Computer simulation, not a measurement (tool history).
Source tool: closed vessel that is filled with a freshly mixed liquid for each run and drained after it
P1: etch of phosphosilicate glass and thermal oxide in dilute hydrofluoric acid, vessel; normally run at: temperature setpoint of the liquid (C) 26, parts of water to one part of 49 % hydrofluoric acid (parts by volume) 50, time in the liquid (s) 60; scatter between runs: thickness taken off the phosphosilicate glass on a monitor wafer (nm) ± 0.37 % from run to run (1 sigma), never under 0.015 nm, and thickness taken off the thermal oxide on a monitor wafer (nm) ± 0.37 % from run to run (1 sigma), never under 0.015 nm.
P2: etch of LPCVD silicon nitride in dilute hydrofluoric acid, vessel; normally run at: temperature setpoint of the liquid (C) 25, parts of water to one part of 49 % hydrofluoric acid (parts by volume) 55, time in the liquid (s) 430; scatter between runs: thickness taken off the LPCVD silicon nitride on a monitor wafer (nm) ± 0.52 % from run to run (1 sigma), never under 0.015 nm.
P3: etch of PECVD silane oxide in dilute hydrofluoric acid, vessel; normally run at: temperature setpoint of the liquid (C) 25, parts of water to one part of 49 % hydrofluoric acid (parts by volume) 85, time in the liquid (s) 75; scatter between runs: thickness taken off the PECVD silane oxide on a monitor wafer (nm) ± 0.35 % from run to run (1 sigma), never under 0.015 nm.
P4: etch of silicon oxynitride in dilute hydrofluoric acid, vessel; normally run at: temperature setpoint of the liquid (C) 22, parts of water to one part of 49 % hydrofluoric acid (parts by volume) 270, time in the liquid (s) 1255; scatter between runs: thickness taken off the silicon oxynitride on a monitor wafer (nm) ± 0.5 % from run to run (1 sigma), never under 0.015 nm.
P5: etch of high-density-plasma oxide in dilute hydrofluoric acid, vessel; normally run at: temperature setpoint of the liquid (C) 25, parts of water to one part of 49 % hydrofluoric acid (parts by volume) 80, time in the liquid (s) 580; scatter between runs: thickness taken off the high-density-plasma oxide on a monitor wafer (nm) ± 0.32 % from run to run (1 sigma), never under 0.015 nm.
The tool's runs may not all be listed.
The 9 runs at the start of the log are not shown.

run    day  process that ran  temperature setpoint of the liquid (C)  parts of water to one part of 49 % hydrofluoric acid (parts by volume)  time in the liquid (s)  thickness taken off the phosphosilicate glass on a monitor wafer (nm)  thickness taken off the thermal oxide on a monitor wafer (nm)  thickness taken off the LPCVD silicon nitride on a monitor wafer (nm)  thickness taken off the silicon oxynitride on a monitor wafer (nm)  thickness taken off the high-density-plasma oxide on a monitor wafer (nm)  thickness taken off the PECVD silane oxide on a monitor wafer (nm)
 10  1.338                P4                                      22                                                                     270                    1255                                                                                                                                                                                                                                                                           7.0699
 11  1.496                P1                                      26                                                                      50                      60                                                                 82.284                                                         6.3817
 12  1.675                P3                                      25                                                                      85                      30                                                                                                                                                                                                                                                                                                                                                                                                                           15.72
 13  1.829                P2                                      25                                                                      55                     430                                                                                                                                                                                                       4.2716
 14  1.942                P1                                      26                                                                      50                      60                                                                  82.35                                                         6.4205
 15  2.121                P5                                    18.5                                                                      80                     580                                                                                                                                                                                                                                                                                                                                                      30.317
 16  2.229                P1                                      26                                                                      25                      60                                                                 169.43                                                         13.288
 17  2.329                P4                                      29                                                                     270                    1255                                                                                                                                                                                                                                                                           9.5077
 18  2.512                P1                                      26                                                                      80                     105                                                                  86.69                                                         6.6913
 19  2.696                P5                                      25                                                                      80                      55                                                                                                                                                                                                                                                                                                                                                      3.7096
 20  2.871                P1                                      26                                                                      50                     105                                                                 144.54                                                         11.205
     2.971  -- hydrofluoric acid flow meter replaced
 21  2.975                P5                                      25                                                                     135                     580                                                                                                                                                                                                                                                                                                                                                      21.835
     3.004  -- thermometer replaced
 22   3.15                P2                                    19.5                                                                      55                     430                                                                                                                                                                                                       2.8942

Forecast run 23:
 23  3.292                P3                                      25                                                                      40                      75                                                                                                                                                                                                                                                                                                                                                                                                                               ?

thickness taken off the PECVD silane oxide on a monitor wafer (nm): 88.603
